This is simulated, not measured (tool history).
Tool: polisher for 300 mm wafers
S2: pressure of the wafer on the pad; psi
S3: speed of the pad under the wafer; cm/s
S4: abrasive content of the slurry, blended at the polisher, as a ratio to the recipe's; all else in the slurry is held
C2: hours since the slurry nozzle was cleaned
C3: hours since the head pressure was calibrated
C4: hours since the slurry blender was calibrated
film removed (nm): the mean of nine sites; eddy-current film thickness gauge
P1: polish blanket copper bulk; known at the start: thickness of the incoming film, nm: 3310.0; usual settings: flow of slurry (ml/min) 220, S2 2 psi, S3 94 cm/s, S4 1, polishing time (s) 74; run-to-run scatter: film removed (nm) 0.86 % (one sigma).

run 1 day=0.271 | flow_of_slurry_(ml/min)=220 S2=2 S3=94 S4=1 polishing_time_(s)=74 | wafers_polished_on_this_pad=577 C2=181.3 C3=298.8 C4=156.6 | film_removed_(nm)=379.15
run 2 day=0.567 | flow_of_slurry_(ml/min)=220 S2=2 S3=140 S4=1 polishing_time_(s)=74 | wafers_polished_on_this_pad=620 C2=188.4 C3=305.9 C4=163.7 | film_removed_(nm)=563.38
run 3 day=1.108 | flow_of_slurry_(ml/min)=220 S2=2 S3=50 S4=1 polishing_time_(s)=74 | wafers_polished_on_this_pad=700 C2=201.4 C3=318.9 C4=176.7 | film_removed_(nm)=200.86
run 4 day=1.558 | flow_of_slurry_(ml/min)=220 S2=2 S3=94 S4=1 polishing_time_(s)=74 | wafers_polished_on_this_pad=766 C2=212.2 C3=329.7 C4=187.5 | film_removed_(nm)=378.35
run 5 day=2.062 | flow_of_slurry_(ml/min)=130 S2=2 S3=118 S4=1 polishing_time_(s)=74 | wafers_polished_on_this_pad=840 C2=224.3 C3=341.8 C4=199.6 | film_removed_(nm)=443.43
run 6 day=2.358 | flow_of_slurry_(ml/min)=220 S2=2 S3=94 S4=1.3 polishing_time_(s)=74 | wafers_polished_on_this_pad=884 C2=231.4 C3=348.9 C4=206.7 | film_removed_(nm)=402.02
run 7 day=2.6 | flow_of_slurry_(ml/min)=220 S2=2 S3=94 S4=1 polishing_time_(s)=105 | wafers_polished_on_this_pad=919 C2=237.2 C3=354.7 C4=212.5 | film_removed_(nm)=542.58
run 8 day=2.912 | flow_of_slurry_(ml/min)=340 S2=2 S3=94 S4=1 polishing_time_(s)=74 | wafers_polished_on_this_pad=965 C2=244.7 C3=362.2 C4=220 | film_removed_(nm)=396.65
run 9 day=3.421 | flow_of_slurry_(ml/min)=220 S2=2 S3=94 S4=1 polishing_time_(s)=74 | wafers_polished_on_this_pad=1040 C2=256.9 C3=374.4 C4=232.2 | film_removed_(nm)=382.02
run 10 day=3.846 | flow_of_slurry_(ml/min)=220 S2=2 S3=94 S4=1 polishing_time_(s)=74 | wafers_polished_on_this_pad=1102 C2=267.1 C3=384.6 C4=242.4 | film_removed_(nm)=387.51
run 11 day=4.333 | flow_of_slurry_(ml/min)=130 S2=2 S3=94 S4=1 polishing_time_(s)=74 | wafers_polished_on_this_pad=1174 C2=278.8 C3=396.3 C4=254.1 | film_removed_(nm)=347.05
run 12 day=4.742 | flow_of_slurry_(ml/min)=220 S2=2 S3=94 S4=0.65 polishing_time_(s)=74 | wafers_polished_on_this_pad=1234 C2=288.6 C3=406.1 C4=263.9 | film_removed_(nm)=346.33
run 13 day=5.079 | flow_of_slurry_(ml/min)=220 S2=2.7 S3=94 S4=1 polishing_time_(s)=74 | wafers_polished_on_this_pad=1284 C2=296.7 C3=414.2 C4=272 | film_removed_(nm)=515.67
run 14 day=5.425 | flow_of_slurry_(ml/min)=220 S2=2 S3=94 S4=1.45 polishing_time_(s)=54 | wafers_polished_on_this_pad=1334 C2=305 C3=422.5 C4=280.3 | film_removed_(nm)=297.2
run 15 day=5.908 | flow_of_slurry_(ml/min)=220 S2=2 S3=94 S4=1 polishing_time_(s)=42 | wafers_polished_on_this_pad=1405 C2=316.6 C3=434.1 C4=291.9 | film_removed_(nm)=217.09
run 16 day=6.179 | flow_of_slurry_(ml/min)=220 S2=1.3 S3=94 S4=1 polishing_time_(s)=74 | wafers_polished_on_this_pad=1445 C2=323.1 C3=440.6 C4=298.4 | film_removed_(nm)=246
run 17 day=6.671 | flow_of_slurry_(ml/min)=220 S2=2 S3=138 S4=1 polishing_time_(s)=44 | wafers_polished_on_this_pad=1518 C2=334.9 C3=452.4 C4=310.2 | film_removed_(nm)=331.6
run 18 day=6.921 | flow_of_slurry_(ml/min)=220 S2=2 S3=94 S4=1 polishing_time_(s)=74 | wafers_polished_on_this_pad=1554 C2=340.9 C3=458.4 C4=316.2 | film_removed_(nm)=376.18
run 19 day=7.346 | flow_of_slurry_(ml/min)=220 S2=2 S3=94 S4=1 polishing_time_(s)=74 | wafers_polished_on_this_pad=1617 C2=351.1 C3=468.6 C4=326.4 | film_removed_(nm)=367.2
run 20 day=7.829 | flow_of_slurry_(ml/min)=220 S2=2 S3=94 S4=1 polishing_time_(s)=74 | wafers_polished_on_this_pad=1688 C2=362.7 C3=480.2 C4=338 | film_removed_(nm)=359.43
-- day=8.008 slurry blender recalibrated
run 21 day=8.112 | flow_of_slurry_(ml/min)=220 S2=2 S3=94 S4=1 polishing_time_(s)=74 | wafers_polished_on_this_pad=1729 C2=369.5 C3=487 C4=2.6 | film_removed_(nm)=364.12
-- day=8.283 worn pad replaced by a new one
run 22 day=8.358 | flow_of_slurry_(ml/min)=220 S2=2 S3=94 S4=1 polishing_time_(s)=74 | wafers_polished_on_this_pad=11 C2=375.4 C3=492.9 C4=8.5 | film_removed_(nm)=362.03
run 23 day=8.867 | flow_of_slurry_(ml/min)=220 S2=2 S3=94 S4=1 polishing_time_(s)=74 | wafers_polished_on_this_pad=86 C2=387.6 C3=505.1 C4=20.7 | film_removed_(nm)=356.41
run 24 day=9.283 | flow_of_slurry_(ml/min)=220 S2=2 S3=94 S4=1 polishing_time_(s)=74 | wafers_polished_on_this_pad=147 C2=397.6 C3=515.1 C4=30.7 | film_removed_(nm)=356.67

What P1 gives has crept away from where it was. These 2 causes fit the log equally well, each at the size given:
A: head's pressure below its setpoint, % = 5.86
B: slurry flow missing at the pad, % = 33.8
The creep began at about day 6.921.
Why every other cause is out:
removal rate lost through wear of the pad, %: serviced at day 8.283, which brought nothing back
abrasive missing from the slurry, %: serviced at day 8.008, which brought nothing back

4 check runs are offered, each on 5 wafers whose results are averaged, their results left as question marks. Which one tells the causes apart?
run check 1 day=9.7 | flow_of_slurry_(ml/min)=220 S2=2 S3=126 S4=0.7 polishing_time_(s)=74 | film_removed_(nm)=?
run check 2 day=9.7 | flow_of_slurry_(ml/min)=135 S2=2 S3=94 S4=1 polishing_time_(s)=74 | film_removed_(nm)=?
run check 3 day=9.7 | flow_of_slurry_(ml/min)=220 S2=1.4 S3=94 S4=1 polishing_time_(s)=43 | film_removed_(nm)=?
run check 4 day=9.7 | flow_of_slurry_(ml/min)=220 S2=2 S3=70 S4=1 polishing_time_(s)=74 | film_removed_(nm)=?

What each check would give under each cause:
check=check_1 result=film_removed_(nm) if_A=443.11 if_B=443.14
check=check_2 result=film_removed_(nm) if_A=330.79 if_B=319.77
check=check_3 result=film_removed_(nm) if_A=144.9 if_B=144.92
check=check_4 result=film_removed_(nm) if_A=265.29 if_B=265.31
How far apart the two closest causes lie, in the result that separates them most: check 1 0.01 %; check 2 3.39 %; check 3 0.01 %; check 4 0.01 %
Check 2 tells the causes apart: in the others they would give nearly the same result.

Then check 2 was run and gave: film removed (nm) 319.21. Which cause is it?

It is B: slurry flow missing at the pad, %.
